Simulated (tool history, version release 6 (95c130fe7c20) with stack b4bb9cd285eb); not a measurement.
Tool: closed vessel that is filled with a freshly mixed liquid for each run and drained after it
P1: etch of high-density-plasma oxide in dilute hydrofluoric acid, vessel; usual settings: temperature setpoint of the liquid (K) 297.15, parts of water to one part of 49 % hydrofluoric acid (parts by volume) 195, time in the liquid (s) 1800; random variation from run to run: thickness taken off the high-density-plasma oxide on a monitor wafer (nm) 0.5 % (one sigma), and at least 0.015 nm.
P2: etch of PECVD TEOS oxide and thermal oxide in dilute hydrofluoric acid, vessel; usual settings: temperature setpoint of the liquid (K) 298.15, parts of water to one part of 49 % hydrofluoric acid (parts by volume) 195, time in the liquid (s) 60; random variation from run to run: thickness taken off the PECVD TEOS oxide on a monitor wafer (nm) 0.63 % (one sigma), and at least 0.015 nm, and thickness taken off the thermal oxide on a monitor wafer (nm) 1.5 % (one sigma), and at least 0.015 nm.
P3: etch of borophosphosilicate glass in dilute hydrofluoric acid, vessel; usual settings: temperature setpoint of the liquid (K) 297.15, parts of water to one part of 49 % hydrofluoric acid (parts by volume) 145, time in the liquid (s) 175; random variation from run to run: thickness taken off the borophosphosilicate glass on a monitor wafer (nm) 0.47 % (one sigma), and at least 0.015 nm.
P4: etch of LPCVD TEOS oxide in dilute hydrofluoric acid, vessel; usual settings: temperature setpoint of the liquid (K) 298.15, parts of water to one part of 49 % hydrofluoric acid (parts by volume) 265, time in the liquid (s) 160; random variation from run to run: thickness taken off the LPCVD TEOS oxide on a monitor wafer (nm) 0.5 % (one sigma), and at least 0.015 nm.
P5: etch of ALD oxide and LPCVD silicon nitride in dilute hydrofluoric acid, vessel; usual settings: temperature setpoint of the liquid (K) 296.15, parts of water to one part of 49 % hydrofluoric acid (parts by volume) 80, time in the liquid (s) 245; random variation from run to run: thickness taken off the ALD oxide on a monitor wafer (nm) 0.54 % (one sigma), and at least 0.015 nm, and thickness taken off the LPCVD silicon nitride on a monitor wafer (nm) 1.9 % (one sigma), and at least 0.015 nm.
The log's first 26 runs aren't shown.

run   hour  process that ran  temperature setpoint of the liquid (K)  parts of water to one part of 49 % hydrofluoric acid (parts by volume)  time in the liquid (s)  hours since the thermometer was replaced  hours since the hydrofluoric acid flow meter was replaced  thickness taken off the high-density-plasma oxide on a monitor wafer (nm)  thickness taken off the borophosphosilicate glass on a monitor wafer (nm)  thickness taken off the LPCVD TEOS oxide on a monitor wafer (nm)  thickness taken off the PECVD TEOS oxide on a monitor wafer (nm)  thickness taken off the thermal oxide on a monitor wafer (nm)  thickness taken off the ALD oxide on a monitor wafer (nm)  thickness taken off the LPCVD silicon nitride on a monitor wafer (nm)
 27  384.9                P3                                  297.15                                                                      40                     175                                     706.7                                                       1291                                                                                                                                                166.88
 28  397.5                P3                                  297.15                                                                     145                     175                                     719.3                                                     1303.6                                                                                                                                                40.342
 29  408.2                P1                                  297.15                                                                     115                    1800                                       730                                                     1314.3                                                                     78.207
 30    417                P1                                  297.15                                                                     195                    1800                                     738.8                                                     1323.1                                                                     42.095
 31    433                P1                                  297.15                                                                     195                    1800                                     754.8                                                     1339.1                                                                     40.359
 32  450.9                P1                                  297.15                                                                     195                    1800                                     772.7                                                       1357                                                                     39.269
 33  467.6                P1                                  297.15                                                                     195                    1800                                     789.4                                                     1373.7                                                                     39.254
 34  477.4                P1                                  297.15                                                                     195                    1800                                     799.2                                                     1383.5                                                                     38.821
 35    487                P1                                  297.15                                                                     195                    1800                                     808.8                                                     1393.1                                                                     38.919

Forecast run 36:
 36  497.4                P1                                  297.15                                                                     195                    1800                                     819.2                                                     1403.5                                                                          ?

thickness taken off the high-density-plasma oxide on a monitor wafer (nm): 38.696
